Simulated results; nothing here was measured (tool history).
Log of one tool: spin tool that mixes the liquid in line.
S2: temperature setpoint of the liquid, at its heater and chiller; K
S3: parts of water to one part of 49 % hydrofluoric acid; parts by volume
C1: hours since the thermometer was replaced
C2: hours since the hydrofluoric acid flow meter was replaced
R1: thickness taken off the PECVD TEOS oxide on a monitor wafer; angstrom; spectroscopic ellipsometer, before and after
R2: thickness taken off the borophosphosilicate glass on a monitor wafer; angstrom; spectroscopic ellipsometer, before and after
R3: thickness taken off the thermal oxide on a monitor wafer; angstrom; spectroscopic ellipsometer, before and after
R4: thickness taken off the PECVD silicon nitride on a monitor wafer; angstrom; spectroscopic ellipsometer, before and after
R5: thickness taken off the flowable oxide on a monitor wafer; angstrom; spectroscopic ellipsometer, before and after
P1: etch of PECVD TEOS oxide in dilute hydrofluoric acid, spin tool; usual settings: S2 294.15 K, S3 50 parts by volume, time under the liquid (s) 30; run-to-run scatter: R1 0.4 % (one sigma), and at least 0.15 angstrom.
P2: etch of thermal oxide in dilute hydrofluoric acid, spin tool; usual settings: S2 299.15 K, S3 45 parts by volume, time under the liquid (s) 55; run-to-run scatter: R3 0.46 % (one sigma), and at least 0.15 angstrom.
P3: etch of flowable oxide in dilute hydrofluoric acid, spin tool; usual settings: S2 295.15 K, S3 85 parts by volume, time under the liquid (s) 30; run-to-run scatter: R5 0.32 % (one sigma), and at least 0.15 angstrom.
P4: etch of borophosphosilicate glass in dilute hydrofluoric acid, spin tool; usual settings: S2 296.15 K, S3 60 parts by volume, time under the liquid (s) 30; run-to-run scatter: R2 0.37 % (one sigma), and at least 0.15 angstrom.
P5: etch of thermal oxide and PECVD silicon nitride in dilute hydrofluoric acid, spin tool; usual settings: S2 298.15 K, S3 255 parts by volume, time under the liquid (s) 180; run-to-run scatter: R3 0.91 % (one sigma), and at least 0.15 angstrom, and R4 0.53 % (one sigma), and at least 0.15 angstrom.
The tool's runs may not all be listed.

run 1 day=0.196 | process_that_ran=P1 S2=294.15 S3=50 time_under_the_liquid_(s)=30 | C1=609.5 C2=130.3 | R1=131.54
run 2 day=0.479 | process_that_ran=P1 S2=294.15 S3=50 time_under_the_liquid_(s)=15 | C1=616.3 C2=137.1 | R1=65.505
run 3 day=0.796 | process_that_ran=P4 S2=296.15 S3=60 time_under_the_liquid_(s)=60 | C1=623.9 C2=144.7 | R2=386.19
run 4 day=1.142 | process_that_ran=P1 S2=294.15 S3=50 time_under_the_liquid_(s)=30 | C1=632.2 C2=153 | R1=130.73
run 5 day=1.358 | process_that_ran=P5 S2=305.15 S3=255 time_under_the_liquid_(s)=180 | C1=637.4 C2=158.2 | R3=37.04 R4=64.933
run 6 day=1.575 | process_that_ran=P1 S2=300.15 S3=25 time_under_the_liquid_(s)=30 | C1=642.6 C2=163.4 | R1=348.71
run 7 day=1.917 | process_that_ran=P1 S2=294.15 S3=50 time_under_the_liquid_(s)=30 | C1=650.8 C2=171.6 | R1=130.91
run 8 day=2.092 | process_that_ran=P1 S2=290.15 S3=30 time_under_the_liquid_(s)=30 | C1=655 C2=175.8 | R1=188.59
run 9 day=2.429 | process_that_ran=P1 S2=294.15 S3=50 time_under_the_liquid_(s)=30 | C1=663.1 C2=183.9 | R1=130.99
run 10 day=2.733 | process_that_ran=P1 S2=294.15 S3=75 time_under_the_liquid_(s)=30 | C1=670.4 C2=191.2 | R1=84.901
run 11 day=3.042 | process_that_ran=P5 S2=298.15 S3=255 time_under_the_liquid_(s)=180 | C1=677.8 C2=198.6 | R3=29.637 R4=42.844
run 12 day=3.388 | process_that_ran=P1 S2=294.15 S3=50 time_under_the_liquid_(s)=30 | C1=686.1 C2=206.9 | R1=131.7
run 13 day=3.75 | process_that_ran=P3 S2=295.15 S3=120 time_under_the_liquid_(s)=30 | C1=694.8 C2=215.6 | R5=91.32
run 14 day=4.117 | process_that_ran=P4 S2=296.15 S3=95 time_under_the_liquid_(s)=30 | C1=703.6 C2=224.4 | R2=117.19
run 15 day=4.358 | process_that_ran=P3 S2=295.15 S3=85 time_under_the_liquid_(s)=30 | C1=709.4 C2=230.2 | R5=135.32
run 16 day=4.721 | process_that_ran=P4 S2=296.15 S3=60 time_under_the_liquid_(s)=30 | C1=718.1 C2=238.9 | R2=194.55
run 17 day=5.108 | process_that_ran=P5 S2=298.15 S3=45 time_under_the_liquid_(s)=180 | C1=727.4 C2=248.2 | R3=217.62 R4=238.66
run 18 day=5.333 | process_that_ran=P1 S2=290.15 S3=50 time_under_the_liquid_(s)=30 | C1=732.8 C2=253.6 | R1=110.98
run 19 day=5.646 | process_that_ran=P5 S2=298.15 S3=255 time_under_the_liquid_(s)=180 | C1=740.3 C2=261.1 | R3=29.695 R4=42.809
run 20 day=5.904 | process_that_ran=P2 S2=299.15 S3=60 time_under_the_liquid_(s)=55 | C1=746.5 C2=267.3 | R3=49.245
run 21 day=6.204 | process_that_ran=P3 S2=295.15 S3=85 time_under_the_liquid_(s)=30 | C1=753.7 C2=274.5 | R5=134
run 22 day=6.379 | process_that_ran=P3 S2=295.15 S3=85 time_under_the_liquid_(s)=15 | C1=757.9 C2=278.7 | R5=67.751
run 23 day=6.696 | process_that_ran=P1 S2=290.15 S3=25 time_under_the_liquid_(s)=30 | C1=765.5 C2=286.3 | R1=227.53
run 24 day=7.029 | process_that_ran=P4 S2=290.15 S3=60 time_under_the_liquid_(s)=30 | C1=773.5 C2=294.3 | R2=150.01
run 25 day=7.238 | process_that_ran=P1 S2=294.15 S3=25 time_under_the_liquid_(s)=30 | C1=778.5 C2=299.3 | R1=271.94
run 26 day=7.446 | process_that_ran=P5 S2=298.15 S3=255 time_under_the_liquid_(s)=70 | C1=783.5 C2=304.3 | R3=11.688 R4=16.773
run 27 day=7.754 | process_that_ran=P2 S2=299.15 S3=45 time_under_the_liquid_(s)=55 | C1=790.9 C2=311.7 | R3=67.83
run 28 day=8.092 | process_that_ran=P1 S2=294.15 S3=50 time_under_the_liquid_(s)=30 | C1=799 C2=319.8 | R1=131.41
run 29 day=8.375 | process_that_ran=P1 S2=294.15 S3=50 time_under_the_liquid_(s)=30 | C1=805.8 C2=326.6 | R1=131.58
run 30 day=8.708 | process_that_ran=P2 S2=302.65 S3=45 time_under_the_liquid_(s)=55 | C1=813.8 C2=334.6 | R3=77.124
run 31 day=8.883 | process_that_ran=P3 S2=301.65 S3=85 time_under_the_liquid_(s)=30 | C1=818 C2=338.8 | R5=174.26
run 32 day=9.067 | process_that_ran=P4 S2=296.15 S3=60 time_under_the_liquid_(s)=30 | C1=822.4 C2=343.2 | R2=193.73
run 33 day=9.362 | process_that_ran=P2 S2=299.15 S3=45 time_under_the_liquid_(s)=20 | C1=829.5 C2=350.3 | R3=24.432
run 34 day=9.671 | process_that_ran=P1 S2=294.15 S3=50 time_under_the_liquid_(s)=55 | C1=836.9 C2=357.7 | R1=241.05
run 35 day=9.946 | process_that_ran=P1 S2=299.15 S3=50 time_under_the_liquid_(s)=30 | C1=843.5 C2=364.3 | R1=162.1
run 36 day=10.192 | process_that_ran=P1 S2=294.15 S3=50 time_under_the_liquid_(s)=30 | C1=849.4 C2=370.2 | R1=131.35
run 37 day=10.371 | process_that_ran=P1 S2=294.15 S3=50 time_under_the_liquid_(s)=30 | C1=853.7 C2=374.5 | R1=130.98
run 38 day=10.65 | process_that_ran=P1 S2=294.15 S3=50 time_under_the_liquid_(s)=30 | C1=860.4 C2=381.2 | R1=126.57
run 39 day=10.858 | process_that_ran=P1 S2=294.15 S3=50 time_under_the_liquid_(s)=30 | C1=865.4 C2=386.2 | R1=126.52
run 40 day=11.046 | process_that_ran=P1 S2=294.15 S3=50 time_under_the_liquid_(s)=30 | C1=869.9 C2=390.7 | R1=125.2
run 41 day=11.3 | process_that_ran=P1 S2=294.15 S3=50 time_under_the_liquid_(s)=30 | C1=876 C2=396.8 | R1=125.06
run 42 day=11.571 | process_that_ran=P1 S2=294.15 S3=50 time_under_the_liquid_(s)=30 | C1=882.5 C2=403.3 | R1=125.18
run 43 day=11.746 | process_that_ran=P1 S2=294.15 S3=50 time_under_the_liquid_(s)=30 | C1=886.7 C2=407.5 | R1=123.48
run 44 day=11.95 | process_that_ran=P1 S2=294.15 S3=50 time_under_the_liquid_(s)=30 | C1=891.6 C2=412.4 | R1=123.4
run 45 day=12.233 | process_that_ran=P1 S2=294.15 S3=50 time_under_the_liquid_(s)=30 | C1=898.4 C2=419.2 | R1=123.61
run 46 day=12.471 | process_that_ran=P1 S2=294.15 S3=50 time_under_the_liquid_(s)=30 | C1=904.1 C2=424.9 | R1=123.12
run 47 day=12.679 | process_that_ran=P1 S2=294.15 S3=50 time_under_the_liquid_(s)=30 | C1=909.1 C2=429.9 | R1=123.87

What P1 gives has crept away from where it was. These 2 causes fit the log equally well, each at the size given:
A: liquid colder than its thermometer reads (K) = 1.42
B: hydrofluoric acid flow below the setpoint (%) = 5.49
The creep began at about day 10.192.

4 check runs are offered, each on 3 wafers whose results are averaged, their results left as question marks. Which one tells the causes apart?
run check 1 day=12.888 | process_that_ran=P4 S2=296.15 S3=60 time_under_the_liquid_(s)=30 | R2=?
run check 2 day=12.888 | process_that_ran=P2 S2=299.15 S3=45 time_under_the_liquid_(s)=55 | R3=?
run check 3 day=12.888 | process_that_ran=P3 S2=295.15 S3=85 time_under_the_liquid_(s)=30 | R5=?
run check 4 day=12.888 | process_that_ran=P5 S2=298.15 S3=255 time_under_the_liquid_(s)=180 | R3=? R4=?

What each check would give under each cause:
check=check_1 result=R2 if_A=183.06 if_B=182.66
check=check_2 result=R3 if_A=63.148 if_B=63.026
check=check_3 result=R5 if_A=127.15 if_B=126.62
check=check_4 result=R3 if_A=28.156 if_B=27.565
check=check_4 result=R4 if_A=39.25 if_B=40.507
How far apart the two closest causes lie, in the result that separates them most: check 1 0.22 %; check 2 0.19 %; check 3 0.41 %; check 4 3.15 %
Check 4 tells the causes apart: in the others they would give nearly the same result.

Check 4 was then run and gave: R3 28.008 angstrom; R4 39.192 angstrom. Which cause is it?

It is A: liquid colder than its thermometer reads (K).
